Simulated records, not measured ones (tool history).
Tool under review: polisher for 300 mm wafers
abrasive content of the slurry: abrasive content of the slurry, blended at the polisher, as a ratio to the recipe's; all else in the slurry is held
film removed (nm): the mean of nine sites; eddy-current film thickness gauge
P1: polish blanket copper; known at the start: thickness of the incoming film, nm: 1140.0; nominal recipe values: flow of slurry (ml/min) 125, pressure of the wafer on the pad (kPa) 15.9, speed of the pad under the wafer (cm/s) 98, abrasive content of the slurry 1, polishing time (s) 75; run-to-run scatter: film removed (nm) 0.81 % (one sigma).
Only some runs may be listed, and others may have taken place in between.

| run | hour | flow of slurry (ml/min) | pressure of the wafer on the pad (kPa) | speed of the pad under the wafer (cm/s) | abrasive content of the slurry | polishing time (s) | wafers polished on this pad | hours since the slurry nozzle was cleaned | hours since the head pressure was calibrated | hours since the slurry blender was calibrated | film removed (nm) |
|---|---|---|---|---|---|---|---|---|---|---|---|
| 1 | 10.1 | 125 | 15.9 | 98 | 1 | 75 | 320 | 112.2 | 273 | 143.5 | 157.61 |
| 2 | 19.7 | 125 | 15.9 | 98 | 1 | 75 | 386 | 121.8 | 282.6 | 153.1 | 159.67 |
|  | 25.6 | worn pad replaced by a new one |
| 3 | 27.9 | 125 | 15.9 | 56 | 1 | 75 | 16 | 130 | 290.8 | 161.3 | 90.482 |
|  | 32.9 | slurry nozzle cleaned |
| 4 | 39.1 | 125 | 15.9 | 98 | 1.25 | 75 | 92 | 6.3 | 302 | 172.5 | 169 |
| 5 | 53.4 | 125 | 15.9 | 142 | 1 | 75 | 189 | 20.6 | 316.3 | 186.8 | 230.27 |
| 6 | 68.1 | 125 | 15.9 | 98 | 1 | 112 | 289 | 35.3 | 331 | 201.5 | 238.27 |
| 7 | 78 | 125 | 15.9 | 98 | 1 | 75 | 357 | 45.2 | 340.9 | 211.4 | 160.77 |
| 8 | 88.3 | 125 | 15.9 | 98 | 1 | 75 | 427 | 55.5 | 351.2 | 221.7 | 160.41 |
| 9 | 96.8 | 125 | 15.9 | 98 | 1 | 75 | 485 | 64 | 359.7 | 230.2 | 160.84 |
| 10 | 107.9 | 125 | 15.9 | 98 | 1 | 75 | 560 | 75.1 | 370.8 | 241.3 | 158.64 |
| 11 | 115.8 | 125 | 15.9 | 98 | 0.55 | 75 | 614 | 83 | 378.7 | 249.2 | 140.11 |
| 12 | 124 | 200 | 15.9 | 98 | 1 | 75 | 670 | 91.2 | 386.9 | 257.4 | 172.28 |
| 13 | 131.7 | 75 | 15.9 | 98 | 1 | 75 | 722 | 98.9 | 394.6 | 265.1 | 140.31 |
| 14 | 139.4 | 125 | 23.4 | 98 | 1 | 75 | 775 | 106.6 | 402.3 | 272.8 | 234.79 |
| 15 | 147.2 | 125 | 15.9 | 98 | 1 | 54 | 828 | 114.4 | 410.1 | 280.6 | 115.42 |
| 16 | 161.5 | 85 | 15.9 | 98 | 0.5 | 75 | 925 | 128.7 | 424.4 | 294.9 | 125.73 |
| 17 | 176.6 | 125 | 6.9 | 98 | 1 | 75 | 1028 | 143.8 | 439.5 | 310 | 70.072 |
| 18 | 186.1 | 125 | 15.9 | 98 | 1 | 75 | 1093 | 153.3 | 449 | 319.5 | 157.98 |
| 19 | 195.4 | 125 | 15.9 | 98 | 1 | 75 | 1156 | 162.6 | 458.3 | 328.8 | 158.55 |
| 20 | 206.7 | 125 | 15.9 | 98 | 1 | 75 | 1233 | 173.9 | 469.6 | 340.1 | 155.13 |
| 21 | 217.8 | 125 | 15.9 | 98 | 1 | 75 | 1308 | 185 | 480.7 | 351.2 | 152.84 |
| 22 | 230.6 | 125 | 15.9 | 98 | 1 | 75 | 1396 | 197.8 | 493.5 | 364 | 151.61 |
|  | 240.2 | worn pad replaced by a new one |
| 23 | 247.8 | 125 | 15.9 | 98 | 1 | 75 | 51 | 215 | 510.7 | 381.2 | 147.46 |
| 24 | 261.1 | 125 | 15.9 | 98 | 1 | 75 | 142 | 228.3 | 524 | 394.5 | 147.64 |
| 25 | 275.8 | 125 | 15.9 | 98 | 1 | 75 | 242 | 243 | 538.7 | 409.2 | 146.32 |
|  | 290.5 | head pressure recalibrated |
| 26 | 292.5 | 125 | 15.9 | 98 | 1 | 75 | 356 | 259.7 | 2.1 | 425.9 | 148.08 |
| 27 | 307.1 | 125 | 15.9 | 98 | 1 | 75 | 455 | 274.3 | 16.7 | 440.5 | 145.01 |
| 28 | 319.1 | 125 | 15.9 | 98 | 1 | 75 | 537 | 286.3 | 28.7 | 452.5 | 145.31 |
| 29 | 331.3 | 125 | 15.9 | 98 | 1 | 75 | 620 | 298.5 | 40.9 | 464.7 | 149.27 |

The output of P1 has drifted from where it used to be. Each of the 2 causes below, taken at the size shown beside it, accounts for the log equally well:
A: abrasive missing from the slurry, % = 32.2
B: slurry flow missing at the pad, % = 28.9
At approximately hour 186.1, the process output began to creep.
Ruled out, with reasons:
removal rate lost through wear of the pad, %: work on it at hour 240.2, done after the drift set in, did not restore what the process gave before
head's pressure below its setpoint, %: work on it at hour 290.5, done after the drift set in, did not restore what the process gave before

Which of the 4 check runs listed below, each an average over 2 wafers with its results shown as question marks, gives clearly different results under the different listed causes?
| check 1 | 343.5 | 75 | 15.9 | 140 | 1 | 75 |  |  |  |  | ? |
| check 2 | 343.5 | 125 | 15.9 | 98 | 0.75 | 75 |  |  |  |  | ? |
| check 3 | 343.5 | 125 | 20.7 | 98 | 0.55 | 75 |  |  |  |  | ? |
| check 4 | 343.5 | 125 | 7.6 | 98 | 0.7 | 75 |  |  |  |  | ? |

What every check run would give for each of its results, assuming each possible cause in turn:
| check | result | if A | if B |
|---|---|---|---|
| check 1 | film removed (nm) | 183.37 | 175.4 |
| check 2 | film removed (nm) | 138.26 | 137.84 |
| check 3 | film removed (nm) | 169.9 | 168.83 |
| check 4 | film removed (nm) | 65.24 | 64.993 |
Gap, in per cent, between the two causes that each check separates least, read from the result that separates them most: check 1 4.44 %; check 2 0.31 %; check 3 0.63 %; check 4 0.38 %
The causes can be told apart only by check 1. The other checks would give nearly the same results under each of them.

Check 1 was then run and gave: film removed (nm) 174.93. Which cause is it?

B is the cause: slurry flow missing at the pad, %.

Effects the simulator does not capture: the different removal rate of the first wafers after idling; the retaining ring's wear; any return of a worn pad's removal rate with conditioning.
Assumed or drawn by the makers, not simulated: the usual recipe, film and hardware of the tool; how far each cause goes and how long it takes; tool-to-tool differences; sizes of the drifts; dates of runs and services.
